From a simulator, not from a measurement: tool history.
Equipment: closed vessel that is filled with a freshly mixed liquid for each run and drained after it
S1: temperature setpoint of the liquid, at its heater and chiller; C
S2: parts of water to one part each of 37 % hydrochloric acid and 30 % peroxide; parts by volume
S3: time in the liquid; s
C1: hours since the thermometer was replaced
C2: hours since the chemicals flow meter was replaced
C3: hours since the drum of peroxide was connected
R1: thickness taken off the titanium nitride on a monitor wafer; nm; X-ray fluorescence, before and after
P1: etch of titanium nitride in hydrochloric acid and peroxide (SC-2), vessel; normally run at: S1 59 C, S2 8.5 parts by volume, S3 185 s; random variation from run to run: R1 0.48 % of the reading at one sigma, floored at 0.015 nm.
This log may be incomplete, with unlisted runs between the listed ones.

run 1 hour=12.9 | S1=59 S2=8.5 S3=185 | C1=1194.6 C2=1823.1 C3=163.5 | R1=5.8981
run 2 hour=26.6 | S1=59 S2=4 S3=185 | C1=1208.3 C2=1836.8 C3=177.2 | R1=10.311
run 3 hour=34 | S1=59 S2=8.5 S3=350 | C1=1215.7 C2=1844.2 C3=184.6 | R1=11.177
run 4 hour=46.2 | S1=59 S2=14.5 S3=90 | C1=1227.9 C2=1856.4 C3=196.8 | R1=1.8323
run 5 hour=56.7 | S1=59 S2=8.5 S3=185 | C1=1238.4 C2=1866.9 C3=207.3 | R1=5.8569
run 6 hour=73.5 | S1=59 S2=8.5 S3=185 | C1=1255.2 C2=1883.7 C3=224.1 | R1=5.8603
run 7 hour=88.4 | S1=59 S2=8.5 S3=185 | C1=1270.1 C2=1898.6 C3=239 | R1=5.8495
run 8 hour=100.9 | S1=59 S2=15 S3=185 | C1=1282.6 C2=1911.1 C3=251.5 | R1=3.6621
run 9 hour=111.6 | S1=59 S2=8.5 S3=185 | C1=1293.3 C2=1921.8 C3=262.2 | R1=5.8758
-- hour=126.8 chemicals flow meter replaced
run 10 hour=128.8 | S1=42.5 S2=8.5 S3=185 | C1=1310.5 C2=2.1 C3=279.4 | R1=1.981
run 11 hour=136.1 | S1=59 S2=14.5 S3=70 | C1=1317.8 C2=9.4 C3=286.7 | R1=1.4334
run 12 hour=150.3 | S1=59 S2=8.5 S3=30 | C1=1332 C2=23.6 C3=300.9 | R1=0.96257
run 13 hour=161.1 | S1=72 S2=8.5 S3=185 | C1=1342.8 C2=34.4 C3=311.7 | R1=12.968
run 14 hour=172.9 | S1=59 S2=8.5 S3=185 | C1=1354.6 C2=46.2 C3=323.5 | R1=5.8889
run 15 hour=182.4 | S1=59 S2=8.5 S3=185 | C1=1364.1 C2=55.7 C3=333 | R1=5.8546
run 16 hour=190.2 | S1=59 S2=8.5 S3=185 | C1=1371.9 C2=63.5 C3=340.8 | R1=5.8881
run 17 hour=201.2 | S1=59 S2=8.5 S3=185 | C1=1382.9 C2=74.5 C3=351.8 | R1=6.1378
run 18 hour=212.1 | S1=59 S2=8.5 S3=185 | C1=1393.8 C2=85.4 C3=362.7 | R1=6.1204
run 19 hour=227 | S1=59 S2=8.5 S3=185 | C1=1408.7 C2=100.3 C3=377.6 | R1=6.2265
run 20 hour=239.5 | S1=59 S2=8.5 S3=185 | C1=1421.2 C2=112.8 C3=390.1 | R1=6.3376
run 21 hour=250.6 | S1=59 S2=8.5 S3=185 | C1=1432.3 C2=123.9 C3=401.2 | R1=6.3459
run 22 hour=267 | S1=59 S2=8.5 S3=185 | C1=1448.7 C2=140.3 C3=417.6 | R1=6.3762
run 23 hour=283.9 | S1=59 S2=8.5 S3=185 | C1=1465.6 C2=157.2 C3=434.5 | R1=6.362
run 24 hour=291.4 | S1=59 S2=8.5 S3=185 | C1=1473.1 C2=164.7 C3=442 | R1=6.3512
run 25 hour=301 | S1=59 S2=8.5 S3=185 | C1=1482.7 C2=174.3 C3=451.6 | R1=6.3637

Compared with where it was, what P1 gives has crept away. Each cause listed below fits the log as well as the rest, at the size given for it:
A: chemicals flow above the setpoint (%) = 10.5
B: liquid hotter than its thermometer reads (K) = 1.28
The creep began at about hour 182.4.
What rules out each remaining cause:
peroxide weaker than its label (%): cannot exceed 8; that much would move R1 by -7.3 %, which falls short of the creep or goes against it

The list below offers 4 check runs, each averaging the results of 5 wafers, and shows each result as a question mark. For which of them would the listed causes give clearly different results?
run check 1 hour=310.6 | S1=46.5 S2=14.5 S3=185 | R1=?
run check 2 hour=310.6 | S1=43.5 S2=4 S3=185 | R1=?
run check 3 hour=310.6 | S1=49 S2=8.5 S3=315 | R1=?
run check 4 hour=310.6 | S1=43.5 S2=14 S3=185 | R1=?

Outcome of each check run for each possible cause:
check=check_1 result=R1 if_A=1.7953 if_B=1.7947
check=check_2 result=R1 if_A=3.9299 if_B=4.0218
check=check_3 result=R1 if_A=5.6479 if_B=5.6788
check=check_4 result=R1 if_A=1.5055 if_B=1.5082
Distance between the nearest two causes, measured in the result of the check that separates them most: check 1 0.03 %; check 2 2.31 %; check 3 0.55 %; check 4 0.17 %
Check 2 tells the causes apart: in the others they would give nearly the same result.

Then check 2 was run and gave: R1 4.0301 nm. Which cause is it?

It was cause B: liquid hotter than its thermometer reads (K).
